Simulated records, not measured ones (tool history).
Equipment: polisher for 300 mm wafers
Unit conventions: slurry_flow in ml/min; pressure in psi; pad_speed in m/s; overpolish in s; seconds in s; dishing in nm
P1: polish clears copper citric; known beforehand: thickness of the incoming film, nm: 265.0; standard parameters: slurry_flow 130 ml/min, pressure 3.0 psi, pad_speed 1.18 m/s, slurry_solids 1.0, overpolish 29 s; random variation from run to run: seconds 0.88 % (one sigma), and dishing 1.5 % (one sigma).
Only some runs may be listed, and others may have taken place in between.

Run 1, hour 11.1: slurry_flow 130 ml/min, pressure 3.0 psi, pad_speed 1.18 m/s, slurry_solids 1.0, overpolish 29 s. Result: seconds 91.928 s, dishing 55.404 nm.
Run 2, hour 18.2: slurry_flow 130 ml/min, pressure 3.0 psi, pad_speed 1.18 m/s, slurry_solids 1.0, overpolish 14 s. Result: seconds 91.699 s, dishing 28.831 nm.
Run 3, hour 29.1: slurry_flow 190 ml/min, pressure 3.0 psi, pad_speed 1.18 m/s, slurry_solids 1.0, overpolish 29 s. Result: seconds 86.838 s, dishing 57.247 nm.
Run 4, hour 38.8: slurry_flow 130 ml/min, pressure 4.6 psi, pad_speed 1.18 m/s, slurry_solids 1.0, overpolish 29 s. Result: seconds 59.471 s, dishing 77.813 nm.
Run 5, hour 45.0: slurry_flow 130 ml/min, pressure 3.0 psi, pad_speed 1.18 m/s, slurry_solids 1.0, overpolish 29 s. Result: seconds 91.643 s, dishing 55.703 nm.
Run 6, hour 54.0: slurry_flow 130 ml/min, pressure 1.5 psi, pad_speed 1.18 m/s, slurry_solids 1.0, overpolish 29 s. Result: seconds 178.570 s, dishing 28.992 nm.
Run 7, hour 66.8: slurry_flow 130 ml/min, pressure 3.0 psi, pad_speed 1.18 m/s, slurry_solids 1.0, overpolish 29 s. Result: seconds 90.229 s, dishing 54.662 nm.
Run 8, hour 73.2: slurry_flow 130 ml/min, pressure 3.0 psi, pad_speed 0.54 m/s, slurry_solids 1.0, overpolish 29 s. Result: seconds 194.660 s, dishing 28.256 nm.
Run 9, hour 83.9: slurry_flow 130 ml/min, pressure 3.0 psi, pad_speed 1.18 m/s, slurry_solids 1.5, overpolish 29 s. Result: seconds 83.430 s, dishing 57.206 nm.
Run 10, hour 91.9: slurry_flow 130 ml/min, pressure 3.0 psi, pad_speed 1.18 m/s, slurry_solids 0.7, overpolish 29 s. Result: seconds 99.797 s, dishing 50.751 nm.
Run 11, hour 97.7: slurry_flow 130 ml/min, pressure 3.0 psi, pad_speed 1.18 m/s, slurry_solids 1.0, overpolish 49 s. Result: seconds 91.611 s, dishing 82.525 nm.
Run 12, hour 107.2: slurry_flow 130 ml/min, pressure 3.0 psi, pad_speed 1.18 m/s, slurry_solids 1.0, overpolish 29 s. Result: seconds 92.054 s, dishing 55.615 nm.
Run 13, hour 117.1: slurry_flow 130 ml/min, pressure 3.0 psi, pad_speed 1.18 m/s, slurry_solids 1.0, overpolish 29 s. Result: seconds 91.739 s, dishing 55.618 nm.
Run 14, hour 123.2: slurry_flow 80 ml/min, pressure 3.0 psi, pad_speed 1.18 m/s, slurry_solids 1.0, overpolish 29 s. Result: seconds 103.570 s, dishing 49.405 nm.
Run 15, hour 130.4: slurry_flow 130 ml/min, pressure 3.0 psi, pad_speed 1.18 m/s, slurry_solids 1.0, overpolish 29 s. Result: seconds 90.669 s, dishing 53.192 nm.
Run 16, hour 138.6: slurry_flow 130 ml/min, pressure 3.0 psi, pad_speed 1.74 m/s, slurry_solids 1.0, overpolish 52 s. Result: seconds 62.378 s, dishing 108.700 nm.
Run 17, hour 150.3: slurry_flow 130 ml/min, pressure 3.0 psi, pad_speed 1.82 m/s, slurry_solids 1.0, overpolish 29 s. Result: seconds 58.964 s, dishing 77.382 nm.
Run 18, hour 162.9: slurry_flow 130 ml/min, pressure 3.0 psi, pad_speed 1.18 m/s, slurry_solids 1.0, overpolish 29 s. Result: seconds 92.062 s, dishing 54.598 nm.
Run 19, hour 174.9: slurry_flow 130 ml/min, pressure 3.0 psi, pad_speed 1.18 m/s, slurry_solids 1.0, overpolish 29 s. Result: seconds 96.059 s, dishing 53.629 nm.
Run 20, hour 184.0: slurry_flow 130 ml/min, pressure 3.0 psi, pad_speed 1.18 m/s, slurry_solids 1.0, overpolish 29 s. Result: seconds 97.144 s, dishing 52.656 nm.
Run 21, hour 190.8: slurry_flow 130 ml/min, pressure 3.0 psi, pad_speed 1.18 m/s, slurry_solids 1.0, overpolish 29 s. Result: seconds 98.924 s, dishing 50.881 nm.
Run 22, hour 200.9: slurry_flow 130 ml/min, pressure 3.0 psi, pad_speed 1.18 m/s, slurry_solids 1.0, overpolish 29 s. Result: seconds 100.630 s, dishing 49.896 nm.
Run 23, hour 207.0: slurry_flow 130 ml/min, pressure 3.0 psi, pad_speed 1.18 m/s, slurry_solids 1.0, overpolish 29 s. Result: seconds 101.110 s, dishing 50.942 nm.
At hour 212.6: slurry blender recalibrated.
Run 24, hour 218.7: slurry_flow 130 ml/min, pressure 3.0 psi, pad_speed 1.18 m/s, slurry_solids 1.0, overpolish 29 s. Result: seconds 101.770 s, dishing 49.759 nm.
At hour 228.1: head pressure recalibrated.
Run 25, hour 230.2: slurry_flow 130 ml/min, pressure 3.0 psi, pad_speed 1.18 m/s, slurry_solids 1.0, overpolish 29 s. Result: seconds 104.200 s, dishing 50.411 nm.
Run 26, hour 236.5: slurry_flow 130 ml/min, pressure 3.0 psi, pad_speed 1.18 m/s, slurry_solids 1.0, overpolish 29 s. Result: seconds 102.520 s, dishing 50.721 nm.
Run 27, hour 244.0: slurry_flow 130 ml/min, pressure 3.0 psi, pad_speed 1.18 m/s, slurry_solids 1.0, overpolish 29 s. Result: seconds 104.370 s, dishing 49.879 nm.
Run 28, hour 249.9: slurry_flow 130 ml/min, pressure 3.0 psi, pad_speed 1.18 m/s, slurry_solids 1.0, overpolish 29 s. Result: seconds 103.170 s, dishing 50.198 nm.

What P1 gives has crept away from where it was. These 2 causes fit the log equally well, each at the size given:
A: slurry flow missing at the pad, % = 38.8
B: removal rate lost through wear of the pad, % = 11.3
At approximately hour 162.9, the process output began to creep.
Each remaining cause and why it is not a fit:
head's pressure below its setpoint, %: its service at hour 228.1 followed the start of the drift and did not put the process back to its old value
abrasive missing from the slurry, %: its service at hour 212.6 followed the start of the drift and did not put the process back to its old value

Each of the 4 check runs below uses one wafer; its results are left as question marks. Which run tells the causes apart?
Run check 1, hour 255.8: slurry_flow 130 ml/min, pressure 1.8 psi, pad_speed 1.74 m/s, slurry_solids 1.0, overpolish 29 s. Result: seconds ?, dishing ?.
Run check 2, hour 255.8: slurry_flow 80 ml/min, pressure 4.3 psi, pad_speed 1.18 m/s, slurry_solids 1.0, overpolish 29 s. Result: seconds ?, dishing ?.
Run check 3, hour 255.8: slurry_flow 130 ml/min, pressure 2.0 psi, pad_speed 0.54 m/s, slurry_solids 1.0, overpolish 29 s. Result: seconds ?, dishing ?.
Run check 4, hour 255.8: slurry_flow 130 ml/min, pressure 4.5 psi, pad_speed 0.66 m/s, slurry_solids 1.0, overpolish 29 s. Result: seconds ?, dishing ?.

If the cause were each of the candidates in turn, the checks would give the following:
  check   result     if A     if B
check 1  seconds  116.470  116.390
check 1  dishing   43.125   43.149
check 2  seconds   86.857   81.635
check 2  dishing   58.586   61.708
check 3  seconds  323.570  323.350
check 3  dishing   17.447   17.459
check 4  seconds  122.660  122.580
check 4  dishing   43.587   43.614
Gap, in per cent, between the two causes that each check separates least, read from the result that separates them most: check 1 0.07 %; check 2 6.2 %; check 3 0.07 %; check 4 0.07 %
Check 2 is the one run that separates the causes; every other check would come out nearly the same whichever cause is at work.

Check 2 was carried out, with these results: seconds 86.675 s; dishing 59.098 nm. Which of the listed causes is responsible?

The correct cause is A, namely: slurry flow missing at the pad, %.

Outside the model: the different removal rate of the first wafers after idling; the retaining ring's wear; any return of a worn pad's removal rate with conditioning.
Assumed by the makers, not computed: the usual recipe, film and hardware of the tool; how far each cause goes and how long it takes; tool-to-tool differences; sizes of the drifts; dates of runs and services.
